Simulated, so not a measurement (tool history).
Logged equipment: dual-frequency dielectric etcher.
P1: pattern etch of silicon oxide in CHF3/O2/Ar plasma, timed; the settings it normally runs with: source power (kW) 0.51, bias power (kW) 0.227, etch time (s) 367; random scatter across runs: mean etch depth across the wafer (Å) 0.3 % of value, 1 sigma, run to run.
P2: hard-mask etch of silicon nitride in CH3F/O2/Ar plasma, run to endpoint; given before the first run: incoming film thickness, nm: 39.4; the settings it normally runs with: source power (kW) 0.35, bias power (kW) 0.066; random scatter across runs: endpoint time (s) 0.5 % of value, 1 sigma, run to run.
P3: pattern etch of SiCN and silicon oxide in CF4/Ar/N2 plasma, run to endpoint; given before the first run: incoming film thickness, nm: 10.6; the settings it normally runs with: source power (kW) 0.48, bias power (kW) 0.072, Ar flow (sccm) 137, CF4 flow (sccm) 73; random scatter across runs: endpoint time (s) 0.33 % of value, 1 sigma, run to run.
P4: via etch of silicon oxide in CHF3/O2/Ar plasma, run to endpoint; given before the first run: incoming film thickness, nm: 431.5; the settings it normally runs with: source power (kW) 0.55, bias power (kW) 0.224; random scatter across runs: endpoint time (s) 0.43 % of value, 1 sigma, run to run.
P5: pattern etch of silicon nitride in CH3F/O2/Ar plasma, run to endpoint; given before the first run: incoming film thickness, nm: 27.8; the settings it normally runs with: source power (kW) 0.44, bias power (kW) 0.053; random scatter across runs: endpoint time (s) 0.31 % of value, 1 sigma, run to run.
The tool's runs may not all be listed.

run	hour	process that ran	source power (kW)	bias power (kW)	etch time (s)	Ar flow (sccm)	CF4 flow (sccm)	hours since the last wet clean	hours since the last source power generator calibration	hours since the last bias power generator calibration	mean etch depth across the wafer (Å)	endpoint time (s)
1	9	P1	0.51	0.227	367			194.2	835.9	2045	7699.5	
2	15.3	P1	0.7	0.227	478			200.5	842.2	2051.3	11369	
3	24.4	P2	0.35	0.066				209.6	851.3	2060.4		61.546
4	33.5	P1	0.63	0.227	367			218.7	860.4	2069.5	8344.4	
5	41.1	P3	0.48	0.072		137	73	226.3	868	2077.1		12.086
6	46.6	P1	0.51	0.227	367			231.8	873.5	2082.6	7725.4	
7	54.1	P1	0.51	0.227	367			239.3	881	2090.1	7697.1	
8	61.5	P3	0.28	0.072		137	73	246.7	888.4	2097.5		19.38
9	71	P4	0.55	0.224				256.2	897.9	2107		207.43
10	76.4	P1	0.51	0.286	367			261.6	903.3	2112.4	8389.7	
11	81.9	P3	0.48	0.043		137	73	267.1	908.8	2117.9		14.277
12	88.8	P5	0.44	0.053				274	915.7	2124.8		41.161
13	94.8	P1	0.51	0.174	367			280	921.7	2130.8	7012.9	
14	103.7	P1	0.51	0.316	211			288.9	930.6	2139.7	4977.7	
15	108.8	P2	0.35	0.04				294	935.7	2144.8		72.494
16	115.2	P1	0.51	0.227	217.5			300.4	942.1	2151.2	4566.5	
17	120.8	P1	0.51	0.227	514			306	947.7	2156.8	10805	
18	125.1	P3	0.48	0.072		190	73	310.3	952	2161.1		12.71
19	130	P2	0.48	0.066				315.2	956.9	2166		54.563
20	135.7	P1	0.51	0.227	367			320.9	962.6	2171.7	7692	
21	141.1	P4	0.55	0.285				326.3	968	2177.1		191.16
22	150.7	P1	0.51	0.227	367			335.9	977.6	2186.7	7693.3	
23	159	P3	0.48	0.072		137	90	344.2	985.9	2195		11.66
# hour 160.3: bias power generator calibrated
24	167.1	P1	0.41	0.227	367			352.3	994	6.9	7115.2	
25	175.3	P2	0.35	0.066				360.5	1002.2	15.1		62.103
26	184.3	P5	0.44	0.037				369.5	1011.2	24.1		45.549
27	192.3	P1	0.51	0.227	367			377.5	1019.2	32.1	7672.1	
28	197.8	P5	0.3	0.053				383	1024.7	37.6		47.54
29	206.6	P4	0.35	0.224				391.8	1033.5	46.4		246.87
30	215.9	P1	0.51	0.227	367			401.1	1042.8	55.7	7676.8	
31	221.9	P1	0.51	0.227	367			407.1	1048.8	61.7	7759.2	
32	229.5	P1	0.51	0.227	367			414.7	1056.4	69.3	7797.1	
33	235.7	P1	0.51	0.227	367			420.9	1062.6	75.5	7779.8	
34	241.3	P1	0.51	0.227	367			426.5	1068.2	81.1	7823.9	
# hour 245.4: wet clean of the chamber
35	246.1	P1	0.51	0.227	367			0.8	1073	85.9	7876.9	
36	253.5	P1	0.51	0.227	367			8.2	1080.4	93.3	7818.8	
37	263	P1	0.51	0.227	367			17.7	1089.9	102.8	7822.3	
38	271.8	P1	0.51	0.227	367			26.5	1098.7	111.6	7845.3	

What P1 gives has crept away from where it was. These 2 causes fit the log equally well, each at the size given:
A: source power that arrives over what is set, % = 4.25
B: bias power that arrives over what is set, % = 4.5
The onset of the drift is placed at about hour 215.9.
The rest of the possible causes, and what rules out each one:
chamber walls in a state that raises the etch rate, %: was serviced at hour 245.4, once the creep was under way, yet the earlier output never came back

The check runs listed below each take one wafer, and their results are still question marks. Under which run would the listed causes lead to clearly different results?
check 1	280.6	P3	0.48	0.045		137	73					?
check 2	280.6	P2	0.48	0.055								?
check 3	280.6	P4	0.38	0.257								?
check 4	280.6	P5	0.35	0.046								?

If the cause were each of the candidates in turn, the checks would give the following:
check	result	if A	if B
check 1	endpoint time (s)	13.619	13.938
check 2	endpoint time (s)	57.277	57.403
check 3	endpoint time (s)	224.91	224.73
check 4	endpoint time (s)	46.191	46.308
Smallest distance between any two causes, each pair judged by its most separating result, in per cent: check 1 2.31 %; check 2 0.22 %; check 3 0.08 %; check 4 0.25 %
The other checks would show nearly matching results whichever cause is true, so check 1 is the only one that separates the causes.

The results of check 1 are: endpoint time (s) 13.945. Based on these, which of the listed causes is it?

It was cause B: bias power that arrives over what is set, %.
